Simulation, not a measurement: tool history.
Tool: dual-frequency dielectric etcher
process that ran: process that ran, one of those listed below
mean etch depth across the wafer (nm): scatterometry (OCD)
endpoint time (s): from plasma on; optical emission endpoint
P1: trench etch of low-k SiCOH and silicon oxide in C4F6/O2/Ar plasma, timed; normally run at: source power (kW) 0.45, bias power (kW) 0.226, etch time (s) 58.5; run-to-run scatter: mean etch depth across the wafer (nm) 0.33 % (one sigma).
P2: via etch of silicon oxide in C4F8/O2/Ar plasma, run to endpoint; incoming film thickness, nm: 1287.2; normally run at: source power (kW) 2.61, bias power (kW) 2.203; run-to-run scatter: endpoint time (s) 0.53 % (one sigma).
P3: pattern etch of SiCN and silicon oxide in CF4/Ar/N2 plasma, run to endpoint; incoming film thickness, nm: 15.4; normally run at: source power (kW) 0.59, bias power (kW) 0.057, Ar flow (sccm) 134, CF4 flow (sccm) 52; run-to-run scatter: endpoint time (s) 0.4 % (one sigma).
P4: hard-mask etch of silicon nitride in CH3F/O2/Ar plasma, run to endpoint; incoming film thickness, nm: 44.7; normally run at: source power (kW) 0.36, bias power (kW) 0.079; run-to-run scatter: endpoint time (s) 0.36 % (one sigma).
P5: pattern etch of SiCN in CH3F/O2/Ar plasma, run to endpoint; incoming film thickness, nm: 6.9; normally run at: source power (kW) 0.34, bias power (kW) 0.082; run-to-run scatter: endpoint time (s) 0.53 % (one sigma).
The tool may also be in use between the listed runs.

run,day,process that ran,source power (kW),bias power (kW),etch time (s),Ar flow (sccm),CF4 flow (sccm),hours since the last wet clean,hours since the last source power generator calibration,hours since the last bias power generator calibration,mean etch depth across the wafer (nm),endpoint time (s)
1,0.483,P1,0.45,0.226,58.5,,,231,1306.7,1125.5,214.93,
2,0.883,P1,0.45,0.226,58.5,,,240.6,1316.3,1135.1,214.16,
3,1.45,P1,0.45,0.226,58.5,,,254.2,1329.9,1148.7,214.29,
4,2.175,P3,0.59,0.057,,177,52,271.6,1347.3,1166.1,,17.563
5,2.604,P1,0.45,0.226,58.5,,,281.9,1357.6,1176.4,214.54,
6,3.225,P4,0.48,0.079,,,,296.8,1372.5,1191.3,,57.593
7,3.771,P3,0.59,0.057,,134,52,309.9,1385.6,1204.4,,16.489
8,4.321,P1,0.59,0.226,58.5,,,323.1,1398.8,1217.6,236.4,
# day 4.408: bias power generator calibrated
9,4.717,P3,0.75,0.057,,134,52,332.6,1408.3,7.5,,13.359
10,5.158,P2,2.61,2.203,,,,343.2,1418.9,18.1,,220.44
11,5.762,P1,0.45,0.226,78.5,,,357.7,1433.4,32.6,287.91,
12,6.238,P4,0.36,0.079,,,,369.1,1444.8,44,,64.641
13,6.612,P3,0.59,0.035,,134,52,378.1,1453.8,53,,19.368
14,7.075,P1,0.36,0.226,35,,,389.2,1464.9,64.1,117.62,
15,7.567,P5,0.34,0.052,,,,401,1476.7,75.9,,21.605
16,8.104,P2,1.55,2.203,,,,413.9,1489.6,88.8,,271.98
17,8.538,P1,0.32,0.297,58.5,,,424.3,1500,99.2,206.21,
18,9.104,P4,0.36,0.053,,,,437.9,1513.6,112.8,,73.882
19,9.7,P1,0.45,0.226,32,,,452.2,1527.9,127.1,116.84,
20,10.058,P2,2.61,2.203,,,,460.8,1536.5,135.7,,221.79
21,10.675,P1,0.45,0.226,58.5,,,475.6,1551.3,150.5,215.75,
22,11.075,P2,2.61,1.446,,,,485.2,1560.9,160.1,,247.18
23,11.683,P1,0.45,0.177,58.5,,,499.8,1575.5,174.7,198.1,
24,12.279,P5,0.34,0.082,,,,514.1,1589.8,189,,18.351
25,12.658,P1,0.28,0.226,58.5,,,523.2,1598.9,198.1,178.55,
26,13.408,P1,0.45,0.275,58.5,,,541.2,1616.9,216.1,227.78,
27,14.1,P3,0.59,0.057,,134,62,557.8,1633.5,232.7,,15.998
28,14.729,P5,0.46,0.082,,,,572.9,1648.6,247.8,,16.397
29,15.158,P1,0.45,0.226,58.5,,,583.2,1658.9,258.1,213.25,
30,15.6,P1,0.45,0.226,58.5,,,593.8,1669.5,268.7,213.35,
31,15.992,P1,0.45,0.226,58.5,,,603.2,1678.9,278.1,213.43,
32,16.35,P1,0.45,0.226,58.5,,,611.8,1687.5,286.7,214.06,
33,16.954,P1,0.45,0.226,58.5,,,626.3,1702,301.2,211.79,
34,17.646,P1,0.45,0.226,58.5,,,642.9,1718.6,317.8,211.32,
35,18.033,P1,0.45,0.226,58.5,,,652.2,1727.9,327.1,211.93,
36,18.692,P1,0.45,0.226,58.5,,,668,1743.7,342.9,210.19,
# day 18.738: wet clean of the chamber
37,19.125,P1,0.45,0.226,58.5,,,9.4,1754.1,353.3,210.21,
38,19.796,P1,0.45,0.226,58.5,,,25.5,1770.2,369.4,211.31,
39,20.225,P1,0.45,0.226,58.5,,,35.8,1780.5,379.7,209.68,

What P1 gives has crept away from where it was. These 2 causes fit the log equally well, each at the size given:
A: source power that arrives under what is set, % = 4.26
B: bias power that arrives under what is set, % = 5
The creep began at about day 15.158.
Why every other cause is out:
chamber walls in a state that lowers the etch rate, %: serviced at day 18.738, which brought nothing back

4 check runs are offered, each on 2 wafers whose results are averaged, their results left as question marks. Which one tells the causes apart?
check 1,20.654,P2,2.61,2.203,,,,,,,,?
check 2,20.654,P3,0.59,0.057,,134,52,,,,,?
check 3,20.654,P4,0.36,0.079,,,,,,,,?
check 4,20.654,P5,0.34,0.082,,,,,,,,?

What each check would give under each cause:
check,result,if A,if B
check 1,endpoint time (s),224.86,224.23
check 2,endpoint time (s),17.122,16.773
check 3,endpoint time (s),65.494,65.6
check 4,endpoint time (s),18.751,18.8
How far apart the two closest causes lie, in the result that separates them most: check 1 0.28 %; check 2 2.05 %; check 3 0.16 %; check 4 0.26 %
Only check 2 tells the causes apart: in the others they would give nearly the same result.

Then check 2 was run and gave: endpoint time (s) 17.148. Which cause is it?

It is A: source power that arrives under what is set, %.
